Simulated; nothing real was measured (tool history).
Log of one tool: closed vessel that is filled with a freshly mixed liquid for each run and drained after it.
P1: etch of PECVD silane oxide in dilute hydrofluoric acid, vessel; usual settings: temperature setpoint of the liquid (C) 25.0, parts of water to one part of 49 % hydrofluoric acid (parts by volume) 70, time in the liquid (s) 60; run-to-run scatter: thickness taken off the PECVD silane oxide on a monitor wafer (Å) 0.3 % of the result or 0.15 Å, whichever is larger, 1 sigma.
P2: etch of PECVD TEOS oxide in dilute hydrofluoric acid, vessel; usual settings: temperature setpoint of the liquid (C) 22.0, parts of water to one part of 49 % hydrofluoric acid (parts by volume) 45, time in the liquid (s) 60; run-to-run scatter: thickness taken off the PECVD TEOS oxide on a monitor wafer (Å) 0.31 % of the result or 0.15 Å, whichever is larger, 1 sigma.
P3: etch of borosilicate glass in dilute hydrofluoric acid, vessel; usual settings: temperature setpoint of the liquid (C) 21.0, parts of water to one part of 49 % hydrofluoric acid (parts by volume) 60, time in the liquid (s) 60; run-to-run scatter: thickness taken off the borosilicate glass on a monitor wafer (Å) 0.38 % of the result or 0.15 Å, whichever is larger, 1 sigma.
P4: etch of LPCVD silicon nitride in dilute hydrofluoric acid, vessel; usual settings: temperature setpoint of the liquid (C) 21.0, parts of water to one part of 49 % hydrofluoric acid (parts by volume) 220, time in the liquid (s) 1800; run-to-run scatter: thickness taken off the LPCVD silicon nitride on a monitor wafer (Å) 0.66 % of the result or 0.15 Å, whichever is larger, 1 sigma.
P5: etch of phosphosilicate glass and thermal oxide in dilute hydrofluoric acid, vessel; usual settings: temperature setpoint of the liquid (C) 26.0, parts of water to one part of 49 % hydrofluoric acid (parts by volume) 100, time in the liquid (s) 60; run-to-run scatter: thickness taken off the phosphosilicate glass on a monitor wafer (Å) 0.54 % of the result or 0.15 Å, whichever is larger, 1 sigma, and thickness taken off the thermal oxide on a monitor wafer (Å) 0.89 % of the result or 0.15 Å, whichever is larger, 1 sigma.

run   hour  process that ran  temperature setpoint of the liquid (C)  parts of water to one part of 49 % hydrofluoric acid (parts by volume)  time in the liquid (s)  thickness taken off the PECVD silane oxide on a monitor wafer (Å)  thickness taken off the LPCVD silicon nitride on a monitor wafer (Å)  thickness taken off the phosphosilicate glass on a monitor wafer (Å)  thickness taken off the thermal oxide on a monitor wafer (Å)  thickness taken off the borosilicate glass on a monitor wafer (Å)  thickness taken off the PECVD TEOS oxide on a monitor wafer (Å)
  1    6.9                P1                                    25.0                                                                      70                      60                                                             412.64
  2   13.9                P4                                    21.0                                                                     220                    2930                                                                                                                                   57.453
  3   21.6                P1                                    25.0                                                                      70                      60                                                             412.37
  4   29.1                P1                                    25.0                                                                     130                      60                                                             207.04
  5   33.4                P5                                    26.0                                                                      30                      60                                                                                                                                                                                                        3794.00                                                       111.980
  6   41.3                P3                                    21.0                                                                      60                      60                                                                                                                                                                                                                                                                                                                                          320.40
  7   47.7                P2                                    22.0                                                                      25                      60                                                                                                                                                                                                                                                                                                                                                                                                           402.01
  8   54.7                P3                                    21.0                                                                      20                      60                                                                                                                                                                                                                                                                                                                                         1013.20
  9   59.5                P3                                    17.0                                                                      60                      60                                                                                                                                                                                                                                                                                                                                          268.82
 10   67.6                P2                                    22.0                                                                      45                      60                                                                                                                                                                                                                                                                                                                                                                                                           217.47
 11   71.9                P5                                    26.0                                                                     100                      60                                                                                                                                                                                                        1035.30                                                        29.894
 12   79.6                P1                                    21.5                                                                      95                      60                                                             255.59
 13   84.2                P2                                    22.0                                                                      45                      30                                                                                                                                                                                                                                                                                                                                                                                                           108.21
 14   91.1                P5                                    26.0                                                                     100                      60                                                                                                                                                                                                        1029.90                                                        30.436
      96.5  -- hydrofluoric acid flow meter replaced
 15   97.4                P5                                    30.5                                                                     100                      60                                                                                                                                                                                                        1229.10                                                        35.457
 16  102.7                P1                                    25.0                                                                      70                     105                                                             723.16
 17  107.9                P4                                    21.0                                                                     220                    1800                                                                                                                                   35.283
 18  114.4                P1                                    25.0                                                                      45                      60                                                             667.65
 19  119.0                P2                                    28.0                                                                      45                      60                                                                                                                                                                                                                                                                                                                                                                                                           279.55
 20  125.8                P2                                    22.0                                                                      45                      60                                                                                                                                                                                                                                                                                                                                                                                                           217.86
 21  130.1                P4                                    21.0                                                                      85                    1800                                                                                                                                   89.891
 22  137.5                P5                                    26.0                                                                     100                      35                                                                                                                                                                                                         601.39                                                        17.401
 23  143.3                P1                                    25.0                                                                      70                      60                                                             411.40
 24  150.5                P1                                    25.0                                                                      70                      30                                                             206.82
 25  155.3                P1                                    25.0                                                                      70                      60                                                             413.72
 26  161.0                P4                                    28.0                                                                     220                    1800                                                                                                                                   55.466
 27  165.7                P1                                    19.0                                                                      70                      60                                                             323.17
 28  172.6                P4                                    21.0                                                                     220                    1800                                                                                                                                   35.251
 29  177.9                P1                                    31.5                                                                      70                      60                                                             534.18

Run 30 comes next. What will it give?
 30  181.5                P3                                    21.0                                                                      60                     110                                                                                                                                                                                                                                                                                                                                               ?

{"run 30": {"thickness taken off the borosilicate glass on a monitor wafer (Å)": 588.64}}
